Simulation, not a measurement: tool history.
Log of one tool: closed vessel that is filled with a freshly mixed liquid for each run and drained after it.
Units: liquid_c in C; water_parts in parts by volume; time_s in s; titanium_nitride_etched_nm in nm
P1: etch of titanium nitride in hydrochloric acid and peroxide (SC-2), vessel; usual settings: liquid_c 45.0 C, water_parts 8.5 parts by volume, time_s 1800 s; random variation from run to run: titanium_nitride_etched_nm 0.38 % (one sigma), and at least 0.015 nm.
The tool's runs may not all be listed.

run	hour	liquid_c	water_parts	time_s	titanium_nitride_etched_nm
1	10.5	45.0	8.5	1800	25.6020
2	19.2	45.0	8.5	1800	25.4770
3	27.5	56.5	8.5	1800	54.8770
4	46.0	52.5	8.5	2745	64.4360
5	63.3	45.0	4.0	1800	44.7570
6	71.9	45.0	8.5	1800	25.5430
7	80.5	38.0	8.5	370	3.2155
8	98.5	45.0	8.5	1800	25.5850
9	107.1	52.0	5.0	1800	61.6190
10	115.9	45.0	8.5	730	10.4190
11	129.0	45.0	13.0	1800	17.8600
12	143.2	45.0	8.5	1800	25.4530
13	152.1	35.0	8.5	1800	12.6160
14	169.4	45.0	8.5	2580	36.7830
15	181.5	45.0	8.5	1800	25.6550
16	198.3	45.0	8.5	1800	26.5290
17	215.2	45.0	8.5	1800	27.2230
18	226.1	45.0	8.5	1800	27.4470
19	236.5	45.0	8.5	1800	27.5950
20	250.7	45.0	8.5	1800	27.8810
21	266.8	45.0	8.5	1800	27.6140

Run 22 comes next. What will it give?
22	275.4	45.0	8.5	1800	?

Run 22 gave titanium_nitride_etched_nm 27.8630 nm.
